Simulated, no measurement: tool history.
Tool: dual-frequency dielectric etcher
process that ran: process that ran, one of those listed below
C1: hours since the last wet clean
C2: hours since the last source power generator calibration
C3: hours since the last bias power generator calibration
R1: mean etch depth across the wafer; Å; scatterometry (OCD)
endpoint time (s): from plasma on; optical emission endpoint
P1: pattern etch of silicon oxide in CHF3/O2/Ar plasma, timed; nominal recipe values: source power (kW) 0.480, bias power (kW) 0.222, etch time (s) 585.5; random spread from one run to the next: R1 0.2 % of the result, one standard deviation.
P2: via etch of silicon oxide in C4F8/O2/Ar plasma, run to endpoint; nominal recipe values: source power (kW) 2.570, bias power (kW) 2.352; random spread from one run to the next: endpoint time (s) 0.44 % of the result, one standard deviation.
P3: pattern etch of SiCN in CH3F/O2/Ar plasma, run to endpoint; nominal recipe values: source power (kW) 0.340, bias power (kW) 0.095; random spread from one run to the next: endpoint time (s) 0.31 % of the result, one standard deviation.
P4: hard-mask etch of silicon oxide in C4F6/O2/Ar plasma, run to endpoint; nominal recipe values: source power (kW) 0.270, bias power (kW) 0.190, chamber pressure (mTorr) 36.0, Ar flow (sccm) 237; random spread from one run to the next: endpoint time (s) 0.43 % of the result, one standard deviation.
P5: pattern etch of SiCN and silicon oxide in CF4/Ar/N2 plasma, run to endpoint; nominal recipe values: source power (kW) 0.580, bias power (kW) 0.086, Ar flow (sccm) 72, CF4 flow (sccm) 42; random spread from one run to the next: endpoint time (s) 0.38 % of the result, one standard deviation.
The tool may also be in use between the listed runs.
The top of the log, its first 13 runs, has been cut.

Run 14, hour 78.2: process that ran P1, source power (kW) 0.280, bias power (kW) 0.222, etch time (s) 585.5; C1 162.5; C2 912.2; C3 1809.1. Result: R1 9194.5 Å.
Run 15, hour 82.6: process that ran P5, source power (kW) 0.580, bias power (kW) 0.086, Ar flow (sccm) 99, CF4 flow (sccm) 42; C1 166.9; C2 916.6; C3 1813.5. Result: endpoint time (s) 9.4183.
Run 16, hour 88.1: process that ran P1, source power (kW) 0.480, bias power (kW) 0.305, etch time (s) 585.5; C1 172.4; C2 922.1; C3 1819.0. Result: R1 12606.0 Å.
Run 17, hour 92.0: process that ran P3, source power (kW) 0.210, bias power (kW) 0.095; C1 176.3; C2 926.0; C3 1822.9. Result: endpoint time (s) 27.0880.
Run 18, hour 98.1: process that ran P2, source power (kW) 2.570, bias power (kW) 2.352; C1 182.4; C2 932.1; C3 1829.0. Result: endpoint time (s) 138.6500.
Run 19, hour 101.8: process that ran P1, source power (kW) 0.480, bias power (kW) 0.157, etch time (s) 585.5; C1 186.1; C2 935.8; C3 1832.7. Result: R1 9990.1 Å.
Run 20, hour 108.9: process that ran P4, source power (kW) 0.270, bias power (kW) 0.190, Ar flow (sccm) 237, chamber pressure (mTorr) 36.0; C1 193.2; C2 942.9; C3 1839.8. Result: endpoint time (s) 77.4190.
Run 21, hour 114.2: process that ran P5, source power (kW) 0.580, bias power (kW) 0.062, Ar flow (sccm) 72, CF4 flow (sccm) 42; C1 198.5; C2 948.2; C3 1845.1. Result: endpoint time (s) 9.9708.
Run 22, hour 121.1: process that ran P3, source power (kW) 0.340, bias power (kW) 0.122; C1 205.4; C2 955.1; C3 1852.0. Result: endpoint time (s) 20.5570.
Run 23, hour 126.0: process that ran P1, source power (kW) 0.640, bias power (kW) 0.222, etch time (s) 585.5; C1 210.3; C2 960.0; C3 1856.9. Result: R1 12531.0 Å.
Run 24, hour 133.5: process that ran P5, source power (kW) 0.580, bias power (kW) 0.086, Ar flow (sccm) 72, CF4 flow (sccm) 42; C1 217.8; C2 967.5; C3 1864.4. Result: endpoint time (s) 8.9235.
Run 25, hour 140.7: process that ran P2, source power (kW) 2.570, bias power (kW) 1.495; C1 225.0; C2 974.7; C3 1871.6. Result: endpoint time (s) 156.8300.
Run 26, hour 147.8: process that ran P1, source power (kW) 0.620, bias power (kW) 0.222, etch time (s) 832.0; C1 232.1; C2 981.8; C3 1878.7. Result: R1 17566.0 Å.
Run 27, hour 153.2: process that ran P1, source power (kW) 0.300, bias power (kW) 0.155, etch time (s) 585.5; C1 237.5; C2 987.2; C3 1884.1. Result: R1 8306.5 Å.
Run 28, hour 158.7: process that ran P4, source power (kW) 0.270, bias power (kW) 0.190, Ar flow (sccm) 300, chamber pressure (mTorr) 36.0; C1 243.0; C2 992.7; C3 1889.6. Result: endpoint time (s) 79.2470.
Run 29, hour 164.4: process that ran P1, source power (kW) 0.480, bias power (kW) 0.222, etch time (s) 813.5; C1 248.7; C2 998.4; C3 1895.3. Result: R1 15609.0 Å.
Run 30, hour 170.5: process that ran P4, source power (kW) 0.180, bias power (kW) 0.190, Ar flow (sccm) 237, chamber pressure (mTorr) 36.0; C1 254.8; C2 1004.5; C3 1901.4. Result: endpoint time (s) 90.8010.
Run 31, hour 174.0: process that ran P4, source power (kW) 0.270, bias power (kW) 0.190, Ar flow (sccm) 237, chamber pressure (mTorr) 36.0; C1 258.3; C2 1008.0; C3 1904.9. Result: endpoint time (s) 77.2950.
Run 32, hour 178.2: process that ran P1, source power (kW) 0.480, bias power (kW) 0.222, etch time (s) 452.5; C1 262.5; C2 1012.2; C3 1909.1. Result: R1 8676.6 Å.

Run 33 is up next; what results do you expect?
Run 33, hour 184.9: process that ran P1, source power (kW) 0.480, bias power (kW) 0.222, etch time (s) 585.5; C1 269.2; C2 1018.9; C3 1915.8. Result: R1 ?.

Logged for run 33: R1 11221.0 Å.

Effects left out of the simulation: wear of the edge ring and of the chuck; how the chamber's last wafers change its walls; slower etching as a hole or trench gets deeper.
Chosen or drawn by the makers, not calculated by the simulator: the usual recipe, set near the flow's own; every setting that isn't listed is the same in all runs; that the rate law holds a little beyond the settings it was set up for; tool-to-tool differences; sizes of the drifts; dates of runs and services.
